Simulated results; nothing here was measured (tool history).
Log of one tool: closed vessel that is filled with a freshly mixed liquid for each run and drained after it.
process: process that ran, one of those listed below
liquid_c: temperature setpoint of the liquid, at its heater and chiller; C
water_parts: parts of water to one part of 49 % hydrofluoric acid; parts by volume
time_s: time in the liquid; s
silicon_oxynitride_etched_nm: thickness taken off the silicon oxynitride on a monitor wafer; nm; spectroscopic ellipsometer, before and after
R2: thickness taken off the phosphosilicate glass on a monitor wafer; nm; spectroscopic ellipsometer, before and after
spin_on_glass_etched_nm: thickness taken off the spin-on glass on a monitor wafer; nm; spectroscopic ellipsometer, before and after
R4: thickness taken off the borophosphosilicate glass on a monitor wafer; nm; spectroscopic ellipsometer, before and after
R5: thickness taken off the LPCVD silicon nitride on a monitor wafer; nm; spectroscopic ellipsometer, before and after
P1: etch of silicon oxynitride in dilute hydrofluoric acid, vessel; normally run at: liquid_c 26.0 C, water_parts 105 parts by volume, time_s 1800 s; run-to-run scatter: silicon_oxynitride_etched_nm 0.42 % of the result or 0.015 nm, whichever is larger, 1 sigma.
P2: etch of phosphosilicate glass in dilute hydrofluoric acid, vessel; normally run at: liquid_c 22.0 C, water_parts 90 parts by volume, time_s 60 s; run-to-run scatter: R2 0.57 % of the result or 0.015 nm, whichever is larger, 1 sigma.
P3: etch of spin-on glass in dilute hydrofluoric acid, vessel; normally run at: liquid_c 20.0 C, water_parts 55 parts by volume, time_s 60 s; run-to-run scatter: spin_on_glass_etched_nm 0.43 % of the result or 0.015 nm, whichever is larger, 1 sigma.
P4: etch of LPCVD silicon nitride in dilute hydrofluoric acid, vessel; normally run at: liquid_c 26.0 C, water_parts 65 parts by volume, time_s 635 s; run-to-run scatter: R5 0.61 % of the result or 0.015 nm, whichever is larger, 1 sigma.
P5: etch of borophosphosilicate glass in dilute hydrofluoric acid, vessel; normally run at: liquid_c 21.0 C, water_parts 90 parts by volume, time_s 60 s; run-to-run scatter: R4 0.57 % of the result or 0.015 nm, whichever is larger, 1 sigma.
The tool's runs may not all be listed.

run 1 hour=6.9 | process=P1 liquid_c=26.0 water_parts=105 time_s=1800 | silicon_oxynitride_etched_nm=30.5300
run 2 hour=12.7 | process=P1 liquid_c=20.5 water_parts=105 time_s=1800 | silicon_oxynitride_etched_nm=23.6450
run 3 hour=17.3 | process=P1 liquid_c=30.5 water_parts=105 time_s=1800 | silicon_oxynitride_etched_nm=37.3230
run 4 hour=23.9 | process=P1 liquid_c=26.0 water_parts=60 time_s=1800 | silicon_oxynitride_etched_nm=55.8190
run 5 hour=32.0 | process=P2 liquid_c=22.0 water_parts=90 time_s=60 | R2=53.676
run 6 hour=40.5 | process=P3 liquid_c=20.0 water_parts=20 time_s=60 | spin_on_glass_etched_nm=124.040
run 7 hour=46.5 | process=P1 liquid_c=26.0 water_parts=105 time_s=2720 | silicon_oxynitride_etched_nm=45.9990
run 8 hour=51.4 | process=P2 liquid_c=22.0 water_parts=30 time_s=60 | R2=171.040
run 9 hour=59.0 | process=P3 liquid_c=20.0 water_parts=55 time_s=60 | spin_on_glass_etched_nm=43.578
run 10 hour=67.7 | process=P5 liquid_c=29.0 water_parts=90 time_s=60 | R4=32.051
run 11 hour=74.1 | process=P2 liquid_c=22.0 water_parts=90 time_s=30 | R2=26.543
run 12 hour=81.8 | process=P1 liquid_c=26.0 water_parts=190 time_s=1800 | silicon_oxynitride_etched_nm=15.8330
run 13 hour=86.2 | process=P1 liquid_c=34.0 water_parts=105 time_s=310 | silicon_oxynitride_etched_nm=7.5735
run 14 hour=94.5 | process=P5 liquid_c=21.0 water_parts=90 time_s=60 | R4=23.142
run 15 hour=100.9 | process=P2 liquid_c=25.5 water_parts=90 time_s=60 | R2=61.534
run 16 hour=105.5 | process=P5 liquid_c=21.0 water_parts=90 time_s=30 | R4=11.668
run 17 hour=114.1 | process=P4 liquid_c=26.0 water_parts=65 time_s=635 | R5=4.74830
run 18 hour=121.1 | process=P2 liquid_c=22.0 water_parts=90 time_s=60 | R2=53.294
run 19 hour=126.4 | process=P4 liquid_c=21.0 water_parts=65 time_s=635 | R5=3.39100
run 20 hour=132.1 | process=P4 liquid_c=26.0 water_parts=90 time_s=635 | R5=3.42490
run 21 hour=136.5 | process=P1 liquid_c=26.0 water_parts=105 time_s=1800 | silicon_oxynitride_etched_nm=30.5480
run 22 hour=143.2 | process=P3 liquid_c=17.0 water_parts=55 time_s=60 | spin_on_glass_etched_nm=38.077
run 23 hour=152.0 | process=P3 liquid_c=20.0 water_parts=55 time_s=30 | spin_on_glass_etched_nm=21.708
run 24 hour=156.2 | process=P5 liquid_c=21.0 water_parts=90 time_s=60 | R4=23.241
run 25 hour=163.2 | process=P1 liquid_c=26.0 water_parts=105 time_s=1800 | silicon_oxynitride_etched_nm=30.2330
run 26 hour=168.8 | process=P1 liquid_c=26.0 water_parts=105 time_s=105 | silicon_oxynitride_etched_nm=1.7687
-- hour=169.9 hydrofluoric acid flow meter replaced
run 27 hour=175.1 | process=P4 liquid_c=26.0 water_parts=65 time_s=55 | R5=0.40055
run 28 hour=182.0 | process=P4 liquid_c=26.0 water_parts=65 time_s=635 | R5=4.78670
run 29 hour=187.7 | process=P1 liquid_c=33.5 water_parts=50 time_s=1800 | silicon_oxynitride_etched_nm=96.0030
run 30 hour=192.0 | process=P1 liquid_c=26.0 water_parts=105 time_s=1800 | silicon_oxynitride_etched_nm=30.4670
run 31 hour=198.7 | process=P5 liquid_c=21.0 water_parts=140 time_s=60 | R4=14.282
run 32 hour=205.3 | process=P1 liquid_c=26.0 water_parts=45 time_s=3450 | silicon_oxynitride_etched_nm=144.1400
run 33 hour=214.0 | process=P1 liquid_c=26.0 water_parts=105 time_s=1800 | silicon_oxynitride_etched_nm=30.5830
run 34 hour=218.3 | process=P1 liquid_c=26.0 water_parts=105 time_s=1800 | silicon_oxynitride_etched_nm=31.6260
run 35 hour=226.9 | process=P1 liquid_c=26.0 water_parts=105 time_s=1800 | silicon_oxynitride_etched_nm=32.6130
run 36 hour=233.3 | process=P1 liquid_c=26.0 water_parts=105 time_s=1800 | silicon_oxynitride_etched_nm=33.1780
run 37 hour=238.7 | process=P1 liquid_c=26.0 water_parts=105 time_s=1800 | silicon_oxynitride_etched_nm=33.5180
run 38 hour=245.7 | process=P1 liquid_c=26.0 water_parts=105 time_s=1800 | silicon_oxynitride_etched_nm=33.6630
run 39 hour=253.6 | process=P1 liquid_c=26.0 water_parts=105 time_s=1800 | silicon_oxynitride_etched_nm=33.7950
run 40 hour=259.1 | process=P1 liquid_c=26.0 water_parts=105 time_s=1800 | silicon_oxynitride_etched_nm=33.7660

Run 41 comes next. What will it give?
run 41 hour=265.7 | process=P1 liquid_c=26.0 water_parts=105 time_s=1800 | silicon_oxynitride_etched_nm=?

silicon_oxynitride_etched_nm: 33.7920 nm

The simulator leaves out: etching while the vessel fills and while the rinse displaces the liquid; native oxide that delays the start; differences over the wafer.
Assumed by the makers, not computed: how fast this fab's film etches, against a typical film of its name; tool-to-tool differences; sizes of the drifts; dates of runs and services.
